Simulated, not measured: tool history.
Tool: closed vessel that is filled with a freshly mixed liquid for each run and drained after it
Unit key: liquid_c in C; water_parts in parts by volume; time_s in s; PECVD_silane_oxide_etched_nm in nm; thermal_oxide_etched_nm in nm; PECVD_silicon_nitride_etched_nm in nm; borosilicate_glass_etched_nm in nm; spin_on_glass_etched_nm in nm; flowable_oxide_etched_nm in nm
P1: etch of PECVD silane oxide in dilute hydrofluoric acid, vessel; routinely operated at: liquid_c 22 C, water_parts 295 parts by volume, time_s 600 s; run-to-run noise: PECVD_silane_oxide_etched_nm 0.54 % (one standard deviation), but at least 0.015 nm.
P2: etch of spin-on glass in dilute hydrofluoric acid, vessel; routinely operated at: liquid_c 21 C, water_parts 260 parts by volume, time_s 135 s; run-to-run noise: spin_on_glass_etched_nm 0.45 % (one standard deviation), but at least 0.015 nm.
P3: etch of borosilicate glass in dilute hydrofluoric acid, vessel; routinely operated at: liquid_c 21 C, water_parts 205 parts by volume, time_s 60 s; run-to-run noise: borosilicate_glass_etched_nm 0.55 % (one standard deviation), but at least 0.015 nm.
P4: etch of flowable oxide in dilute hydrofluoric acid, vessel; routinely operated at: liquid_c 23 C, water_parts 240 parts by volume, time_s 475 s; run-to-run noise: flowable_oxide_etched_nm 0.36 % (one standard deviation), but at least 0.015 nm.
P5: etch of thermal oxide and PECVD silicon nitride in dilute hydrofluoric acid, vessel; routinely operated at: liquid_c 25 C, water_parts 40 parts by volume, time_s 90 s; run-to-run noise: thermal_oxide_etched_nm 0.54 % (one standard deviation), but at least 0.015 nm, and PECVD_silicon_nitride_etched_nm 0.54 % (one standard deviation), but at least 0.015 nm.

run	hour	process	liquid_c	water_parts	time_s	hours since the thermometer was replaced	hours since the hydrofluoric acid flow meter was replaced	PECVD_silane_oxide_etched_nm	thermal_oxide_etched_nm	PECVD_silicon_nitride_etched_nm	borosilicate_glass_etched_nm	spin_on_glass_etched_nm	flowable_oxide_etched_nm
1	4.3	P1	22	295	600	374.7	400.1	36.709					
2	10.3	P5	32	40	90	380.7	406.1		16.388	15.671			
3	18.3	P3	21	95	60	388.7	414.1				28.661		
4	23.8	P1	22	295	600	394.2	419.6	36.528					
5	31	P1	27.5	295	600	401.4	426.8	44.155					
6	38.4	P2	21	260	135	408.8	434.2					12.096	
7	44.4	P1	22	425	600	414.8	440.2	22.964					
8	48.6	P1	22	295	600	419	444.4	36.413					
9	56.3	P5	25	40	90	426.7	452.1		12.334	9.9355			
10	61.2	P4	23	240	475	431.6	457						49.169
11	69.9	P3	21	205	110	440.3	465.7				21.855		
12	76.6	P4	23	390	475	447	472.4						26.173
13	84.1	P2	21	260	245	454.5	479.9					22.009	
14	91	P3	21	205	60	461.4	486.8				11.693		
15	98	P1	17	295	600	468.4	493.8	30.312					
16	105.3	P5	25	40	180	475.7	501.1		24.269	19.912			
17	114.2	P1	22	295	945	484.6	510	57.259					
18	122.3	P5	25	20	90	492.7	518.1		25.211	19.479			
19	131.1	P3	28.5	205	60	501.5	526.9				15.601		
20	135.3	P4	23	240	475	505.7	531.1						49.122

Run 21 has not been measured yet. What should we expect?
21	142.7	P3	21	205	60	513.1	538.5				?		

{"run 21": {"borosilicate_glass_etched_nm": 11.779}}
